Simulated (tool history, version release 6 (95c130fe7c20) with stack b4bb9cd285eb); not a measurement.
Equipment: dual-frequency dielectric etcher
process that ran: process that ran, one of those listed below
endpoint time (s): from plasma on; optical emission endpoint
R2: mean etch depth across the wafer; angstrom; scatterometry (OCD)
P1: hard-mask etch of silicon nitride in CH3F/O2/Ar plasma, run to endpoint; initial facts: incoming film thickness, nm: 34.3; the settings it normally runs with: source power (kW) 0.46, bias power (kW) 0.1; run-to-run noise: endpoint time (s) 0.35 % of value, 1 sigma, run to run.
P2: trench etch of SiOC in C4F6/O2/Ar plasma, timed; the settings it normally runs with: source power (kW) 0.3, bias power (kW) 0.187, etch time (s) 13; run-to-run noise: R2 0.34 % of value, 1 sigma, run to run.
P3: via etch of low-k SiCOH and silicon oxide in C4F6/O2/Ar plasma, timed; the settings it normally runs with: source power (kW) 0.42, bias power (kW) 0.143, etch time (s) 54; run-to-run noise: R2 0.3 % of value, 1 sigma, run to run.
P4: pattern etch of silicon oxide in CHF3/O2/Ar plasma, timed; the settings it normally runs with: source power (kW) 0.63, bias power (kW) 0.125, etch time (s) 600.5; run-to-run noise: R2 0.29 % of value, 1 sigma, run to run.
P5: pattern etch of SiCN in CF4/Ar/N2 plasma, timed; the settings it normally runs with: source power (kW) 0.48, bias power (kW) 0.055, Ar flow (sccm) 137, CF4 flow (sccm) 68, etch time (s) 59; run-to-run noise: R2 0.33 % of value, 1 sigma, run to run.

{"run": 1, "hour": 6.9, "process that ran": "P1", "source power (kW)": 0.46, "bias power (kW)": 0.1, "endpoint time (s)": 40.98}
{"run": 2, "hour": 18.0, "process that ran": "P1", "source power (kW)": 0.46, "bias power (kW)": 0.1, "endpoint time (s)": 41.186}
{"run": 3, "hour": 27.1, "process that ran": "P4", "source power (kW)": 0.63, "bias power (kW)": 0.125, "etch time (s)": 817, "R2": 14431}
{"run": 4, "hour": 37.1, "process that ran": "P1", "source power (kW)": 0.54, "bias power (kW)": 0.12, "endpoint time (s)": 36.185}
{"run": 5, "hour": 43.9, "process that ran": "P1", "source power (kW)": 0.57, "bias power (kW)": 0.1, "endpoint time (s)": 37.763}
{"run": 6, "hour": 56.7, "process that ran": "P1", "source power (kW)": 0.46, "bias power (kW)": 0.137, "endpoint time (s)": 36.535}
{"run": 7, "hour": 68.8, "process that ran": "P4", "source power (kW)": 0.63, "bias power (kW)": 0.125, "etch time (s)": 600.5, "R2": 10570}
{"run": 8, "hour": 81.3, "process that ran": "P1", "source power (kW)": 0.32, "bias power (kW)": 0.08, "endpoint time (s)": 50.77}
{"run": 9, "hour": 92.2, "process that ran": "P3", "source power (kW)": 0.42, "bias power (kW)": 0.143, "etch time (s)": 80.5, "R2": 2179.2}
{"run": 10, "hour": 105.7, "process that ran": "P3", "source power (kW)": 0.42, "bias power (kW)": 0.143, "etch time (s)": 54, "R2": 1464.1}
{"run": 11, "hour": 115.4, "process that ran": "P5", "source power (kW)": 0.48, "bias power (kW)": 0.055, "etch time (s)": 59, "Ar flow (sccm)": 89, "CF4 flow (sccm)": 68, "R2": 514.08}
{"run": 12, "hour": 128.6, "process that ran": "P3", "source power (kW)": 0.42, "bias power (kW)": 0.2, "etch time (s)": 54, "R2": 1626.9}
{"run": 13, "hour": 141.5, "process that ran": "P1", "source power (kW)": 0.46, "bias power (kW)": 0.1, "endpoint time (s)": 41.075}
{"run": 14, "hour": 151.8, "process that ran": "P1", "source power (kW)": 0.46, "bias power (kW)": 0.062, "endpoint time (s)": 48.44}
{"run": 15, "hour": 166.6, "process that ran": "P5", "source power (kW)": 0.63, "bias power (kW)": 0.055, "etch time (s)": 59, "Ar flow (sccm)": 137, "CF4 flow (sccm)": 68, "R2": 603.71}
{"run": 16, "hour": 181.0, "process that ran": "P1", "source power (kW)": 0.46, "bias power (kW)": 0.1, "endpoint time (s)": 41.142}
{"hour": 184.9, "done": "bias power generator calibrated"}
{"run": 17, "hour": 190.7, "process that ran": "P4", "source power (kW)": 0.82, "bias power (kW)": 0.125, "etch time (s)": 600.5, "R2": 11725}
{"run": 18, "hour": 200.1, "process that ran": "P5", "source power (kW)": 0.48, "bias power (kW)": 0.055, "etch time (s)": 59, "Ar flow (sccm)": 137, "CF4 flow (sccm)": 46, "R2": 441.02}
{"run": 19, "hour": 211.9, "process that ran": "P2", "source power (kW)": 0.3, "bias power (kW)": 0.146, "etch time (s)": 13, "R2": 224.51}
{"run": 20, "hour": 225.3, "process that ran": "P2", "source power (kW)": 0.38, "bias power (kW)": 0.187, "etch time (s)": 13, "R2": 265.22}
{"run": 21, "hour": 235.1, "process that ran": "P2", "source power (kW)": 0.3, "bias power (kW)": 0.187, "etch time (s)": 13, "R2": 241.75}
{"run": 22, "hour": 249.2, "process that ran": "P1", "source power (kW)": 0.46, "bias power (kW)": 0.1, "endpoint time (s)": 40.897}
{"run": 23, "hour": 259.9, "process that ran": "P2", "source power (kW)": 0.3, "bias power (kW)": 0.187, "etch time (s)": 13, "R2": 242.16}
{"run": 24, "hour": 272.7, "process that ran": "P5", "source power (kW)": 0.48, "bias power (kW)": 0.055, "etch time (s)": 59, "Ar flow (sccm)": 137, "CF4 flow (sccm)": 68, "R2": 473.43}
{"run": 25, "hour": 286.2, "process that ran": "P5", "source power (kW)": 0.48, "bias power (kW)": 0.055, "etch time (s)": 73, "Ar flow (sccm)": 137, "CF4 flow (sccm)": 68, "R2": 591.42}
{"run": 26, "hour": 300.6, "process that ran": "P4", "source power (kW)": 0.63, "bias power (kW)": 0.125, "etch time (s)": 600.5, "R2": 10549}
{"run": 27, "hour": 314.0, "process that ran": "P5", "source power (kW)": 0.48, "bias power (kW)": 0.042, "etch time (s)": 59, "Ar flow (sccm)": 137, "CF4 flow (sccm)": 68, "R2": 432.21}
{"run": 28, "hour": 328.2, "process that ran": "P4", "source power (kW)": 0.63, "bias power (kW)": 0.078, "etch time (s)": 600.5, "R2": 9244.5}
{"run": 29, "hour": 341.5, "process that ran": "P3", "source power (kW)": 0.34, "bias power (kW)": 0.143, "etch time (s)": 54, "R2": 1352.3}
{"run": 30, "hour": 350.2, "process that ran": "P2", "source power (kW)": 0.3, "bias power (kW)": 0.187, "etch time (s)": 8, "R2": 148.82}
{"run": 31, "hour": 363.0, "process that ran": "P1", "source power (kW)": 0.35, "bias power (kW)": 0.1, "endpoint time (s)": 45.509}
{"run": 32, "hour": 377.1, "process that ran": "P1", "source power (kW)": 0.46, "bias power (kW)": 0.1, "endpoint time (s)": 41.124}
{"run": 33, "hour": 388.3, "process that ran": "P1", "source power (kW)": 0.46, "bias power (kW)": 0.1, "endpoint time (s)": 41.01}
{"run": 34, "hour": 397.4, "process that ran": "P1", "source power (kW)": 0.46, "bias power (kW)": 0.1, "endpoint time (s)": 40.623}
{"run": 35, "hour": 404.3, "process that ran": "P1", "source power (kW)": 0.46, "bias power (kW)": 0.1, "endpoint time (s)": 40.581}
{"run": 36, "hour": 416.6, "process that ran": "P1", "source power (kW)": 0.46, "bias power (kW)": 0.1, "endpoint time (s)": 40.465}
{"run": 37, "hour": 424.1, "process that ran": "P1", "source power (kW)": 0.46, "bias power (kW)": 0.1, "endpoint time (s)": 40.664}
{"run": 38, "hour": 432.4, "process that ran": "P1", "source power (kW)": 0.46, "bias power (kW)": 0.1, "endpoint time (s)": 40.268}
{"hour": 436.1, "done": "wet clean of the chamber"}
{"run": 39, "hour": 443.7, "process that ran": "P1", "source power (kW)": 0.46, "bias power (kW)": 0.1, "endpoint time (s)": 40.422}
{"run": 40, "hour": 454.1, "process that ran": "P1", "source power (kW)": 0.46, "bias power (kW)": 0.1, "endpoint time (s)": 40.275}
{"run": 41, "hour": 466.6, "process that ran": "P1", "source power (kW)": 0.46, "bias power (kW)": 0.1, "endpoint time (s)": 40.448}
{"run": 42, "hour": 480.6, "process that ran": "P1", "source power (kW)": 0.46, "bias power (kW)": 0.1, "endpoint time (s)": 40.358}

P1 has crept away from where it was. The log is fitted equally well by each of these 2 causes, at the sizes shown:
A: bias power that arrives over what is set, % = 4.84
B: source power that arrives over what is set, % = 4.74
At approximately hour 377.1, the process output began to creep.
Each remaining cause and why it is not a fit:
chamber walls in a state that raises the etch rate, %: serviced after onset, at hour 436.1, with no recovery of the prior output

Of the 4 check runs listed below, each run on one wafer and each result written as a question mark, which would let you distinguish the listed causes because they would give clearly different results?
{"run": "check 1", "hour": 494.6, "process that ran": "P2", "source power (kW)": 0.36, "bias power (kW)": 0.187, "etch time (s)": 13, "R2": "?"}
{"run": "check 2", "hour": 494.6, "process that ran": "P3", "source power (kW)": 0.42, "bias power (kW)": 0.184, "etch time (s)": 77, "R2": "?"}
{"run": "check 3", "hour": 494.6, "process that ran": "P4", "source power (kW)": 0.75, "bias power (kW)": 0.125, "etch time (s)": 600.5, "R2": "?"}
{"run": "check 4", "hour": 494.6, "process that ran": "P5", "source power (kW)": 0.61, "bias power (kW)": 0.055, "etch time (s)": 59, "Ar flow (sccm)": 137, "CF4 flow (sccm)": 68, "R2": "?"}

How each check would come out, cause by cause:
check=check_1 result=R2 if_A=263.61 if_B=264.32
check=check_2 result=R2 if_A=2293.3 if_B=2300.2
check=check_3 result=R2 if_A=11489 if_B=11532
check=check_4 result=R2 if_A=596.96 if_B=611.9
Per check, the gap between the least separated pair of causes, taken in the result that splits them most: check 1 0.27 %; check 2 0.3 %; check 3 0.37 %; check 4 2.47 %
The other checks would show nearly matching results whichever cause is true, so check 4 is the only one that separates the causes.

Check 4 was carried out, with these results: R2 593.16 angstrom. Which of the listed causes is responsible?

It was cause A: bias power that arrives over what is set, %.

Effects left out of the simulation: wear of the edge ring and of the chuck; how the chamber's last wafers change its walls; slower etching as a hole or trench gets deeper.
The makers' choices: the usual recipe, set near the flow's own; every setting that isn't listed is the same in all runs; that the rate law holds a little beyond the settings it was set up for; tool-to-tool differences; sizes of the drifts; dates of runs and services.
